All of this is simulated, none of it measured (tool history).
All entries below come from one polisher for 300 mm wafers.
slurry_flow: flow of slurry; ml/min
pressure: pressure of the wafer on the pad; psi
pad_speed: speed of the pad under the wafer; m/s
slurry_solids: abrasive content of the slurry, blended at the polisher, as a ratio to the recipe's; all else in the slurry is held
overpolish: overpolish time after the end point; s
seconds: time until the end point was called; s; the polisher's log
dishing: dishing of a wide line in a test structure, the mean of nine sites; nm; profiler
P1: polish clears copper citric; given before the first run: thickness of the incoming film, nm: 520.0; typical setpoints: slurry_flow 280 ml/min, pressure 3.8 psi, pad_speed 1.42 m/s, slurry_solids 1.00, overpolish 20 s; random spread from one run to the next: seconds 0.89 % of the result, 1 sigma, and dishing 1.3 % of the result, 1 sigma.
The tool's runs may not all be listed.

run	hour	slurry_flow	pressure	pad_speed	slurry_solids	overpolish	wafers polished on this pad	hours since the slurry nozzle was cleaned	hours since the head pressure was calibrated	hours since the slurry blender was calibrated	seconds	dishing
1	6.6	280	3.8	1.42	1.00	20	412	330.9	412.6	259.4	130.090	53.942
2	13.6	280	3.8	1.42	1.00	20	456	337.9	419.6	266.4	128.680	54.628
3	21.8	280	3.8	1.42	0.70	20	507	346.1	427.8	274.6	140.680	49.846
4	29.8	280	3.8	1.42	1.00	20	558	354.1	435.8	282.6	130.670	54.304
# hour 33.6: head pressure recalibrated
5	35.1	280	3.8	1.42	1.00	37	591	359.4	1.5	287.9	129.450	90.281
6	43.7	170	2.5	1.42	1.00	20	645	368.0	10.1	296.5	211.240	34.739
7	49.9	280	3.8	0.90	1.00	20	684	374.2	16.3	302.7	204.510	36.548
8	58.9	280	3.8	1.42	1.00	20	741	383.2	25.3	311.7	130.390	53.458
9	64.2	280	3.8	1.42	1.00	6	774	388.5	30.6	317.0	132.620	18.276
10	69.2	280	3.8	1.42	1.40	20	805	393.5	35.6	322.0	122.120	57.356
11	78.1	280	2.7	1.42	1.00	20	861	402.4	44.5	330.9	185.510	40.438
12	87.1	280	3.8	2.24	1.00	20	918	411.4	53.5	339.9	84.504	79.009
13	92.3	445	3.8	1.42	1.00	20	950	416.6	58.7	345.1	123.950	56.082
14	98.0	170	3.8	1.42	1.00	20	986	422.3	64.4	350.8	138.380	51.915
15	102.6	185	3.8	1.42	1.45	20	1015	426.9	69.0	355.4	126.840	55.847
16	108.8	280	5.5	1.42	1.00	20	1054	433.1	75.2	361.6	90.669	74.915
17	113.4	280	3.8	1.42	1.00	20	1083	437.7	79.8	366.2	131.290	53.936

The next listed run, before its measurement:
18	121.9	280	3.8	1.42	1.00	20	1136	446.2	88.3	374.7	?	?

{"run 18": {"seconds": 130.35, "dishing": 54.061}}

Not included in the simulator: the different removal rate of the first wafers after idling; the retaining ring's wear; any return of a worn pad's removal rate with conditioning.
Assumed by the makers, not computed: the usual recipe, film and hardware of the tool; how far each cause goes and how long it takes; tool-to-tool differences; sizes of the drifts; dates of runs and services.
